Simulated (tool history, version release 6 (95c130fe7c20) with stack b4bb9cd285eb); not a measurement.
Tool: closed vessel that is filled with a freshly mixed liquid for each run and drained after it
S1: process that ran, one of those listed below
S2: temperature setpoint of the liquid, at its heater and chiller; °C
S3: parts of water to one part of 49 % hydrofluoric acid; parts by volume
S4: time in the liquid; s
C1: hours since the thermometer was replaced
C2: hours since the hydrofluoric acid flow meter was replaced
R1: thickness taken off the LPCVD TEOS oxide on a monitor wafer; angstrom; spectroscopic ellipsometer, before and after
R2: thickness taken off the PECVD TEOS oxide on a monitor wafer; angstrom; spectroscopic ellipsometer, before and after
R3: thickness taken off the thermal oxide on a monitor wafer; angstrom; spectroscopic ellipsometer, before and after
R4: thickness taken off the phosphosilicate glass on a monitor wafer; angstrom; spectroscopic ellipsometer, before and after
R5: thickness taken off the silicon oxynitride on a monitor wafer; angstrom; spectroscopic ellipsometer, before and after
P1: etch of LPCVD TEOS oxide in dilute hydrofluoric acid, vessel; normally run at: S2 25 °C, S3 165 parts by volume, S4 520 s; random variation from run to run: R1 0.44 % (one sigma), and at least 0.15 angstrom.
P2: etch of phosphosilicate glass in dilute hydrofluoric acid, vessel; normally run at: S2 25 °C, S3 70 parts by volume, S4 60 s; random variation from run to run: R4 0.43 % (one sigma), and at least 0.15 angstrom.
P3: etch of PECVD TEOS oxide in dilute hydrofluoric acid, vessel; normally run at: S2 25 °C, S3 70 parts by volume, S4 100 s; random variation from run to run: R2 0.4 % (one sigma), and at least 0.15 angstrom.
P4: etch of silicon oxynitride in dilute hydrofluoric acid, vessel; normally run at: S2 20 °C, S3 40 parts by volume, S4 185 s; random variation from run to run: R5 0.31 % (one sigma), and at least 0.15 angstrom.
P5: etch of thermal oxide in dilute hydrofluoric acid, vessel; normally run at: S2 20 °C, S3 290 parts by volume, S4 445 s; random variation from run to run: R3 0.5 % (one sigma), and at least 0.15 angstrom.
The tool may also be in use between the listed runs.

{"run": 1, "hour": 8.2, "S1": "P1", "S2": 25, "S3": 165, "S4": 520, "C1": 633.3, "C2": 561.8, "R1": 528.99}
{"run": 2, "hour": 19.4, "S1": "P1", "S2": 21, "S3": 95, "S4": 520, "C1": 644.5, "C2": 573.0, "R1": 839.09}
{"run": 3, "hour": 31.6, "S1": "P3", "S2": 29, "S3": 70, "S4": 100, "C1": 656.7, "C2": 585.2, "R2": 261.85}
{"run": 4, "hour": 40.6, "S1": "P5", "S2": 20, "S3": 290, "S4": 445, "C1": 665.7, "C2": 594.2, "R3": 49.949}
{"run": 5, "hour": 47.9, "S1": "P2", "S2": 25, "S3": 70, "S4": 60, "C1": 673.0, "C2": 601.5, "R4": 536.67}
{"run": 6, "hour": 54.2, "S1": "P1", "S2": 25, "S3": 260, "S4": 520, "C1": 679.3, "C2": 607.8, "R1": 298.62}
{"run": 7, "hour": 66.0, "S1": "P5", "S2": 20, "S3": 55, "S4": 445, "C1": 691.1, "C2": 619.6, "R3": 338.73}
{"run": 8, "hour": 79.5, "S1": "P2", "S2": 25, "S3": 70, "S4": 60, "C1": 704.6, "C2": 633.1, "R4": 538.08}
{"run": 9, "hour": 85.7, "S1": "P2", "S2": 25, "S3": 70, "S4": 30, "C1": 710.8, "C2": 639.3, "R4": 268.69}
{"run": 10, "hour": 96.6, "S1": "P4", "S2": 20, "S3": 55, "S4": 185, "C1": 721.7, "C2": 650.2, "R5": 88.037}
{"run": 11, "hour": 106.6, "S1": "P3", "S2": 25, "S3": 70, "S4": 100, "C1": 731.7, "C2": 660.2, "R2": 223.88}
{"run": 12, "hour": 120.3, "S1": "P1", "S2": 25, "S3": 165, "S4": 290, "C1": 745.4, "C2": 673.9, "R1": 294.02}
{"run": 13, "hour": 132.8, "S1": "P1", "S2": 25, "S3": 165, "S4": 520, "C1": 757.9, "C2": 686.4, "R1": 523.11}
{"run": 14, "hour": 140.9, "S1": "P3", "S2": 25, "S3": 70, "S4": 155, "C1": 766.0, "C2": 694.5, "R2": 346.63}
{"run": 15, "hour": 150.8, "S1": "P1", "S2": 25, "S3": 165, "S4": 520, "C1": 775.9, "C2": 704.4, "R1": 524.99}
{"run": 16, "hour": 158.3, "S1": "P3", "S2": 25, "S3": 20, "S4": 100, "C1": 783.4, "C2": 711.9, "R2": 835.51}
{"run": 17, "hour": 172.0, "S1": "P1", "S2": 31, "S3": 165, "S4": 520, "C1": 797.1, "C2": 725.6, "R1": 651.21}
{"run": 18, "hour": 180.0, "S1": "P5", "S2": 20, "S3": 290, "S4": 710, "C1": 805.1, "C2": 733.6, "R3": 80.754}
{"run": 19, "hour": 192.0, "S1": "P3", "S2": 25, "S3": 70, "S4": 100, "C1": 817.1, "C2": 745.6, "R2": 223.51}
{"run": 20, "hour": 198.4, "S1": "P1", "S2": 25, "S3": 45, "S4": 520, "C1": 823.5, "C2": 752.0, "R1": 2248.5}
{"run": 21, "hour": 212.5, "S1": "P1", "S2": 25, "S3": 165, "S4": 520, "C1": 837.6, "C2": 766.1, "R1": 526.69}
{"run": 22, "hour": 220.8, "S1": "P1", "S2": 21, "S3": 165, "S4": 520, "C1": 845.9, "C2": 774.4, "R1": 450.96}
{"run": 23, "hour": 231.3, "S1": "P2", "S2": 21, "S3": 70, "S4": 60, "C1": 856.4, "C2": 784.9, "R4": 453.96}
{"run": 24, "hour": 240.3, "S1": "P4", "S2": 17, "S3": 40, "S4": 185, "C1": 865.4, "C2": 793.9, "R5": 104.89}
{"run": 25, "hour": 252.8, "S1": "P4", "S2": 20, "S3": 40, "S4": 280, "C1": 877.9, "C2": 806.4, "R5": 184.36}
{"run": 26, "hour": 266.0, "S1": "P4", "S2": 20, "S3": 40, "S4": 185, "C1": 891.1, "C2": 819.6, "R5": 122.06}
{"run": 27, "hour": 274.5, "S1": "P2", "S2": 25, "S3": 125, "S4": 60, "C1": 899.6, "C2": 828.1, "R4": 278.63}
{"run": 28, "hour": 283.9, "S1": "P1", "S2": 25, "S3": 165, "S4": 1020, "C1": 909.0, "C2": 837.5, "R1": 1034.8}
{"run": 29, "hour": 290.1, "S1": "P1", "S2": 25, "S3": 165, "S4": 520, "C1": 915.2, "C2": 843.7, "R1": 525.92}
{"run": 30, "hour": 301.3, "S1": "P1", "S2": 25, "S3": 165, "S4": 520, "C1": 926.4, "C2": 854.9, "R1": 525.76}
{"run": 31, "hour": 310.2, "S1": "P5", "S2": 28, "S3": 290, "S4": 445, "C1": 935.3, "C2": 863.8, "R3": 65.848}
{"run": 32, "hour": 321.9, "S1": "P1", "S2": 25, "S3": 165, "S4": 520, "C1": 947.0, "C2": 875.5, "R1": 522.19}
{"run": 33, "hour": 329.1, "S1": "P1", "S2": 25, "S3": 165, "S4": 520, "C1": 954.2, "C2": 882.7, "R1": 536.11}
{"run": 34, "hour": 335.4, "S1": "P1", "S2": 25, "S3": 165, "S4": 520, "C1": 960.5, "C2": 889.0, "R1": 538.76}
{"run": 35, "hour": 346.4, "S1": "P1", "S2": 25, "S3": 165, "S4": 520, "C1": 971.5, "C2": 900.0, "R1": 549.17}
{"run": 36, "hour": 353.1, "S1": "P1", "S2": 25, "S3": 165, "S4": 520, "C1": 978.2, "C2": 906.7, "R1": 550.26}
{"run": 37, "hour": 361.5, "S1": "P1", "S2": 25, "S3": 165, "S4": 520, "C1": 986.6, "C2": 915.1, "R1": 552.28}
{"run": 38, "hour": 373.0, "S1": "P1", "S2": 25, "S3": 165, "S4": 520, "C1": 998.1, "C2": 926.6, "R1": 556.68}
{"run": 39, "hour": 385.3, "S1": "P1", "S2": 25, "S3": 165, "S4": 520, "C1": 1010.4, "C2": 938.9, "R1": 553.64}
{"run": 40, "hour": 396.6, "S1": "P1", "S2": 25, "S3": 165, "S4": 520, "C1": 1021.7, "C2": 950.2, "R1": 559.28}
{"run": 41, "hour": 407.6, "S1": "P1", "S2": 25, "S3": 165, "S4": 520, "C1": 1032.7, "C2": 961.2, "R1": 553.82}
{"run": 42, "hour": 419.4, "S1": "P1", "S2": 25, "S3": 165, "S4": 520, "C1": 1044.5, "C2": 973.0, "R1": 559.29}

What P1 gives has crept away from where it was. These 2 causes fit the log equally well, each at the size given:
A: liquid hotter than its thermometer reads (K) = 1.62
B: hydrofluoric acid flow above the setpoint (%) = 5.19
The creep began at about hour 321.9.

4 check runs are offered, one wafer each, their results left as question marks. Which one tells the causes apart?
{"run": "check 1", "hour": 431.2, "S1": "P2", "S2": 25, "S3": 105, "S4": 35, "R4": "?"}
{"run": "check 2", "hour": 431.2, "S1": "P5", "S2": 23, "S3": 150, "S4": 445, "R3": "?"}
{"run": "check 3", "hour": 431.2, "S1": "P3", "S2": 28, "S3": 70, "S4": 150, "R2": "?"}
{"run": "check 4", "hour": 431.2, "S1": "P4", "S2": 17, "S3": 40, "S4": 185, "R5": "?"}

What each check would give under each cause:
check=check_1 result=R4 if_A=212.26 if_B=211.03
check=check_2 result=R3 if_A=132.710 if_B=132.290
check=check_3 result=R2 if_A=402.69 if_B=399.65
check=check_4 result=R5 if_A=113.680 if_B=110.120
How far apart the two closest causes lie, in the result that separates them most: check 1 0.58 %; check 2 0.32 %; check 3 0.76 %; check 4 3.18 %
Check 4 tells the causes apart: in the others they would give nearly the same result.

Check 4 was then run and gave: R5 113.430 angstrom. Which cause is it?

It is A: liquid hotter than its thermometer reads (K).

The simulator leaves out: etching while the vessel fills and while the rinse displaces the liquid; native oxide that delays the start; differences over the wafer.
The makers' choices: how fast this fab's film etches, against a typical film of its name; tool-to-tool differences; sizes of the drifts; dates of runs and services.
